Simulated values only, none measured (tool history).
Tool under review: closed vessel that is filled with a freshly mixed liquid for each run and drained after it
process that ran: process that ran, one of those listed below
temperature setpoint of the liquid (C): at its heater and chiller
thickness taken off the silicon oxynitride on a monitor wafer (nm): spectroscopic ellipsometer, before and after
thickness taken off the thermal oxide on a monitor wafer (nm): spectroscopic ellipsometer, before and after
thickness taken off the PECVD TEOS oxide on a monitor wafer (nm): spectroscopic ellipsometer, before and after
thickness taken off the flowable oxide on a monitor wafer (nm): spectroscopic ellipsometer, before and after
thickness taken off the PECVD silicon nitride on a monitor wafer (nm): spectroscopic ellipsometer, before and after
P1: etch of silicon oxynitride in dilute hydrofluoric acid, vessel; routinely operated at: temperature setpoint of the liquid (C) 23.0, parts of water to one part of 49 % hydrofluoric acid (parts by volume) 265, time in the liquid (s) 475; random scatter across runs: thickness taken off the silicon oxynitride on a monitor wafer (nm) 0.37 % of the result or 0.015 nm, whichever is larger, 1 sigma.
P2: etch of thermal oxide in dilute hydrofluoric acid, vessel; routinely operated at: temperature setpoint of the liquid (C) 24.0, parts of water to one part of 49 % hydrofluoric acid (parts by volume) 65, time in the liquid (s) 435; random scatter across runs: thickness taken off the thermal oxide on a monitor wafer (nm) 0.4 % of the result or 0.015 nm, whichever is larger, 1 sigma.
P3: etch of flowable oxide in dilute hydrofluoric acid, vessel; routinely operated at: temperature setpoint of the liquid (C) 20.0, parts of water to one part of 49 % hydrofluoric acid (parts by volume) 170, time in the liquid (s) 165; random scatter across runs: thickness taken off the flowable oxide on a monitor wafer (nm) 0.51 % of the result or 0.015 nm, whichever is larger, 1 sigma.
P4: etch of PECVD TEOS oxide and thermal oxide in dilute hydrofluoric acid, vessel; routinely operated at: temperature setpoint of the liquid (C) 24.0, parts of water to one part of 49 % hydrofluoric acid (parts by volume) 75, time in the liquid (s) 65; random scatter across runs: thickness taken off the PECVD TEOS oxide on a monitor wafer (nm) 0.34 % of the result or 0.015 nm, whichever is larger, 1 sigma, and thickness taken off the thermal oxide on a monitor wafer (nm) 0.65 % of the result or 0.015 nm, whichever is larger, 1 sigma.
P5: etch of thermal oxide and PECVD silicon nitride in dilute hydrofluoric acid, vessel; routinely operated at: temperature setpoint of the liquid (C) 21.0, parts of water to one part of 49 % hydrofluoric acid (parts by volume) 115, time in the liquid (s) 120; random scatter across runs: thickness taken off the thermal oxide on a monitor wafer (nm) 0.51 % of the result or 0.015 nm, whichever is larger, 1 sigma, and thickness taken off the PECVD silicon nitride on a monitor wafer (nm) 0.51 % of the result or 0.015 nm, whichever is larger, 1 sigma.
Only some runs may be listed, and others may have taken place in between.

run   hour  process that ran  temperature setpoint of the liquid (C)  parts of water to one part of 49 % hydrofluoric acid (parts by volume)  time in the liquid (s)  hours since the thermometer was replaced  hours since the hydrofluoric acid flow meter was replaced  thickness taken off the silicon oxynitride on a monitor wafer (nm)  thickness taken off the thermal oxide on a monitor wafer (nm)  thickness taken off the PECVD TEOS oxide on a monitor wafer (nm)  thickness taken off the flowable oxide on a monitor wafer (nm)  thickness taken off the PECVD silicon nitride on a monitor wafer (nm)
  1    6.2                P1                                    23.0                                                                     265                     475                                     673.4                                                      378.4                                                             5.63840
  2   12.1                P2                                    24.0                                                                      65                     235                                     679.3                                                      384.3                                                                                                                            17.7080
  3   23.3                P4                                    24.0                                                                     110                      65                                     690.5                                                      395.5                                                                                                                             2.7655                                                            4.9511
  4   29.8                P4                                    24.0                                                                      75                      65                                     697.0                                                      402.0                                                                                                                             4.1865                                                            7.6100
  5   39.6                P3                                    20.0                                                                     275                     165                                     706.8                                                      411.8                                                                                                                                                                                                                                                               24.642
  6   50.1                P5                                    21.0                                                                     185                     120                                     717.3                                                      422.3                                                                                                                             2.4751                                                                                                                                                                                                   2.5780
  7   57.6                P1                                    23.0                                                                     265                     475                                     724.8                                                      429.8                                                             5.62680
  8   64.2                P1                                    23.0                                                                     460                     475                                     731.4                                                      436.4                                                             2.83060
  9   69.6                P1                                    29.0                                                                     265                      40                                     736.8                                                      441.8                                                             0.61694
 10   81.4                P2                                    24.0                                                                      95                     435                                     748.6                                                      453.6                                                                                                                            21.4190
 11   89.2                P1                                    23.0                                                                     265                     780                                     756.4                                                      461.4                                                             9.19360
 12  100.5                P5                                    21.0                                                                     115                     190                                     767.7                                                      472.7                                                                                                                             6.7767                                                                                                                                                                                                   6.4876
     102.0  -- hydrofluoric acid flow meter replaced
 13  110.4                P2                                    18.0                                                                      65                     435                                     777.6                                                        8.4                                                                                                                            25.5370
 14  115.8                P5                                    21.0                                                                     115                     120                                     783.0                                                       13.8                                                                                                                             4.3009                                                                                                                                                                                                   4.0988
 15  124.4                P4                                    24.0                                                                      75                      30                                     791.6                                                       22.4                                                                                                                             1.9162                                                            3.4983
 16  129.8                P3                                    20.0                                                                     170                     165                                     797.0                                                       27.8                                                                                                                                                                                                                                                               44.145
 17  137.7                P1                                    23.0                                                                     265                     220                                     804.9                                                       35.7                                                             2.59870
 18  147.8                P1                                    23.0                                                                     265                     475                                     815.0                                                       45.8                                                             5.55090
 19  155.5                P2                                    24.0                                                                      65                     435                                     822.7                                                       53.5                                                                                                                            32.5970
 20  165.2                P1                                    23.0                                                                     265                     475                                     832.4                                                       63.2                                                             5.65990
 21  172.7                P4                                    24.0                                                                      75                      65                                     839.9                                                       70.7                                                                                                                             4.1892                                                            7.5422
 22  183.9                P3                                    26.0                                                                     170                     165                                     851.1                                                       81.9                                                                                                                                                                                                                                                               55.334
 23  191.5                P1                                    23.0                                                                     265                     475                                     858.7                                                       89.5                                                             5.61130
 24  203.3                P1                                    23.0                                                                     265                     475                                     870.5                                                      101.3                                                             5.61160
 25  215.0                P1                                    28.0                                                                     265                     475                                     882.2                                                      113.0                                                             6.91070
 26  222.6                P1                                    23.0                                                                     265                     475                                     889.8                                                      120.6                                                             5.60700
 27  229.9                P3                                    20.0                                                                     170                     165                                     897.1                                                      127.9                                                                                                                                                                                                                                                               44.015
 28  239.1                P5                                    17.0                                                                     115                     120                                     906.3                                                      137.1                                                                                                                             3.7000                                                                                                                                                                                                   3.1275
 29  251.2                P1                                    17.0                                                                     265                     475                                     918.4                                                      149.2                                                             4.29420
 30  259.2                P5                                    21.0                                                                     115                     120                                     926.4                                                      157.2                                                                                                                             4.3090                                                                                                                                                                                                   4.1179
 31  266.3                P3                                    20.0                                                                     170                      90                                     933.5                                                      164.3                                                                                                                                                                                                                                                               24.008
 32  277.4                P1                                    23.0                                                                     115                     475                                     944.6                                                      175.4                                                            14.50900
 33  286.8                P4                                    19.5                                                                      75                      65                                     954.0                                                      184.8                                                                                                                             3.4508                                                            6.2461
 34  293.7                P1                                    23.0                                                                     265                     475                                     960.9                                                      191.7                                                             5.61050
 35  304.3                P1                                    23.0                                                                     265                     475                                     971.5                                                      202.3                                                             5.47980
 36  315.3                P1                                    23.0                                                                     265                     475                                     982.5                                                      213.3                                                             5.35050
 37  322.0                P1                                    23.0                                                                     265                     475                                     989.2                                                      220.0                                                             5.35550
 38  333.6                P1                                    23.0                                                                     265                     475                                    1000.8                                                      231.6                                                             5.29660
 39  341.4                P1                                    23.0                                                                     265                     475                                    1008.6                                                      239.4                                                             5.24300
 40  349.3                P1                                    23.0                                                                     265                     475                                    1016.5                                                      247.3                                                             5.26090
 41  355.4                P1                                    23.0                                                                     265                     475                                    1022.6                                                      253.4                                                             5.24850
 42  360.7                P1                                    23.0                                                                     265                     475                                    1027.9                                                      258.7                                                             5.25390
 43  372.6                P1                                    23.0                                                                     265                     475                                    1039.8                                                      270.6                                                             5.24550
 44  382.1                P1                                    23.0                                                                     265                     475                                    1049.3                                                      280.1                                                             5.23120

P1 has crept away from where it was. The log is fitted equally well by each of these 2 causes, at the sizes shown:
A: hydrofluoric acid flow below the setpoint (%) = 5.64
B: liquid colder than its thermometer reads (K) = 1.57
Onset of the creep was near hour 293.7.

Consider the 4 single-wafer check runs listed below, results given as question marks: which one distinguishes between the causes by giving clearly different results for each?
check 1  391.6                P4                                    24.0                                                                      75                      65                                                                                                                                                                                                                                       ?                                                                 ?
check 2  391.6                P5                                    21.0                                                                     115                     120                                                                                                                                                                                                                                       ?                                                                                                                                                                                                        ?
check 3  391.6                P2                                    24.0                                                                      65                     435                                                                                                                                                                                                                                       ?
check 4  391.6                P3                                    20.0                                                                     170                     165                                                                                                                                                                                                                                                                                                                                                                         ?

What every check run would give for each of its results, assuming each possible cause in turn:
  check                                                                 result     if A     if B
check 1          thickness taken off the thermal oxide on a monitor wafer (nm)   3.9459   3.9456
check 1       thickness taken off the PECVD TEOS oxide on a monitor wafer (nm)   7.1019   7.1013
check 2          thickness taken off the thermal oxide on a monitor wafer (nm)   4.0370   4.0448
check 2  thickness taken off the PECVD silicon nitride on a monitor wafer (nm)   3.8699   3.6838
check 3          thickness taken off the thermal oxide on a monitor wafer (nm)  30.6750  30.6410
check 4         thickness taken off the flowable oxide on a monitor wafer (nm)   41.248   41.500
Per-check spread between the two closest causes, in the result where they differ most: check 1 0.01 %; check 2 4.93 %; check 3 0.11 %; check 4 0.61 %
Only in check 2 would the causes give clearly different results; in the remaining checks their results would be nearly the same.

With check 2 done, the readings were: thickness taken off the thermal oxide on a monitor wafer (nm) 4.0227; thickness taken off the PECVD silicon nitride on a monitor wafer (nm) 3.6415. Identify which of the listed causes applies.

Of the candidate causes, it is B: liquid colder than its thermometer reads (K).
